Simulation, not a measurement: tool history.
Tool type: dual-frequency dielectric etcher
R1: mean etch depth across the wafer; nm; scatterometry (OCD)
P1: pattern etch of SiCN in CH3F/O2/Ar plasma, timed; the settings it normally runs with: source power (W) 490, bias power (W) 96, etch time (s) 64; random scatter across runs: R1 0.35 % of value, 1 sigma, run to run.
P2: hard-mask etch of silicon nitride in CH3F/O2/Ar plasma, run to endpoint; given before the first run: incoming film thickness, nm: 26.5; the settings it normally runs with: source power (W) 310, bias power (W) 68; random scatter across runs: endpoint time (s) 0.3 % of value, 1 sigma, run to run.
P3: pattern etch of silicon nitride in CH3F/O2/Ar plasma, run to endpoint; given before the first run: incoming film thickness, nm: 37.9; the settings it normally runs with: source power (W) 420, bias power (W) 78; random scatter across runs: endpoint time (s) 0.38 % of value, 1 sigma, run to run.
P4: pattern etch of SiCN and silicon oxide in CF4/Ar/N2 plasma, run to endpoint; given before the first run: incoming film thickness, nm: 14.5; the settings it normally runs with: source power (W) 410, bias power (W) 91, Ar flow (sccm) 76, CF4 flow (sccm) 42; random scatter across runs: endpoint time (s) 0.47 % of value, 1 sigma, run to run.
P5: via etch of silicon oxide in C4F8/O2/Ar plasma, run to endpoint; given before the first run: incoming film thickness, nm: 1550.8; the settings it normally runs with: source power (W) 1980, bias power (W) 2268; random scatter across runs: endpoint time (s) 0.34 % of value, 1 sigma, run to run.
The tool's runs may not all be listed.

run 1 hour=9.6 | process_that_ran=P1 source_power_(W)=490 bias_power_(W)=96 etch_time_(s)=64 | R1=28.569
run 2 hour=20.3 | process_that_ran=P4 source_power_(W)=410 bias_power_(W)=127 Ar_flow_(sccm)=76 CF4_flow_(sccm)=42 | endpoint_time_(s)=15.399
run 3 hour=33.2 | process_that_ran=P3 source_power_(W)=420 bias_power_(W)=78 | endpoint_time_(s)=51.776
run 4 hour=43.8 | process_that_ran=P1 source_power_(W)=490 bias_power_(W)=96 etch_time_(s)=64 | R1=28.496
run 5 hour=61.5 | process_that_ran=P5 source_power_(W)=2780 bias_power_(W)=2268 | endpoint_time_(s)=260.93
run 6 hour=69.3 | process_that_ran=P4 source_power_(W)=410 bias_power_(W)=91 Ar_flow_(sccm)=76 CF4_flow_(sccm)=42 | endpoint_time_(s)=17.394
run 7 hour=85.6 | process_that_ran=P5 source_power_(W)=1980 bias_power_(W)=1693 | endpoint_time_(s)=325.67
run 8 hour=100.6 | process_that_ran=P4 source_power_(W)=410 bias_power_(W)=91 Ar_flow_(sccm)=76 CF4_flow_(sccm)=59 | endpoint_time_(s)=16.694
run 9 hour=114.4 | process_that_ran=P1 source_power_(W)=490 bias_power_(W)=96 etch_time_(s)=35 | R1=15.635
run 10 hour=122.6 | process_that_ran=P2 source_power_(W)=310 bias_power_(W)=95 | endpoint_time_(s)=37.473
run 11 hour=134.7 | process_that_ran=P3 source_power_(W)=420 bias_power_(W)=78 | endpoint_time_(s)=51.755
run 12 hour=144.3 | process_that_ran=P1 source_power_(W)=490 bias_power_(W)=76 etch_time_(s)=64 | R1=26.172
run 13 hour=152.4 | process_that_ran=P1 source_power_(W)=490 bias_power_(W)=96 etch_time_(s)=64 | R1=28.631
run 14 hour=169.6 | process_that_ran=P2 source_power_(W)=310 bias_power_(W)=68 | endpoint_time_(s)=42.464
run 15 hour=178.3 | process_that_ran=P4 source_power_(W)=260 bias_power_(W)=91 Ar_flow_(sccm)=76 CF4_flow_(sccm)=42 | endpoint_time_(s)=25.889
run 16 hour=191.5 | process_that_ran=P5 source_power_(W)=1980 bias_power_(W)=2268 | endpoint_time_(s)=299.87
run 17 hour=201.1 | process_that_ran=P3 source_power_(W)=580 bias_power_(W)=78 | endpoint_time_(s)=46.028
run 18 hour=217.7 | process_that_ran=P1 source_power_(W)=630 bias_power_(W)=96 etch_time_(s)=80.5 | R1=39.307
run 19 hour=234.2 | process_that_ran=P1 source_power_(W)=490 bias_power_(W)=96 etch_time_(s)=85.5 | R1=38.391
run 20 hour=248.3 | process_that_ran=P2 source_power_(W)=190 bias_power_(W)=68 | endpoint_time_(s)=50.863
run 21 hour=263 | process_that_ran=P1 source_power_(W)=590 bias_power_(W)=96 etch_time_(s)=64 | R1=30.592
run 22 hour=278.4 | process_that_ran=P1 source_power_(W)=400 bias_power_(W)=96 etch_time_(s)=64 | R1=26.412
-- hour=280.8 wet clean of the chamber
run 23 hour=290.2 | process_that_ran=P1 source_power_(W)=490 bias_power_(W)=96 etch_time_(s)=64 | R1=28.535
run 24 hour=302.6 | process_that_ran=P4 source_power_(W)=410 bias_power_(W)=91 Ar_flow_(sccm)=52 CF4_flow_(sccm)=42 | endpoint_time_(s)=16.488
run 25 hour=315 | process_that_ran=P1 source_power_(W)=490 bias_power_(W)=96 etch_time_(s)=64 | R1=28.425
run 26 hour=329.5 | process_that_ran=P3 source_power_(W)=420 bias_power_(W)=52 | endpoint_time_(s)=59.934
run 27 hour=338.7 | process_that_ran=P1 source_power_(W)=490 bias_power_(W)=125 etch_time_(s)=64 | R1=31.512
run 28 hour=354.1 | process_that_ran=P1 source_power_(W)=490 bias_power_(W)=96 etch_time_(s)=64 | R1=28.51
run 29 hour=362.9 | process_that_ran=P1 source_power_(W)=490 bias_power_(W)=96 etch_time_(s)=64 | R1=28.409
run 30 hour=375.3 | process_that_ran=P1 source_power_(W)=490 bias_power_(W)=96 etch_time_(s)=64 | R1=28.357

Run 31, settings as shown, results not yet in. Your forecast:
run 31 hour=390.3 | process_that_ran=P1 source_power_(W)=490 bias_power_(W)=96 etch_time_(s)=64 | R1=?

Logged for run 31: R1 28.178 nm.
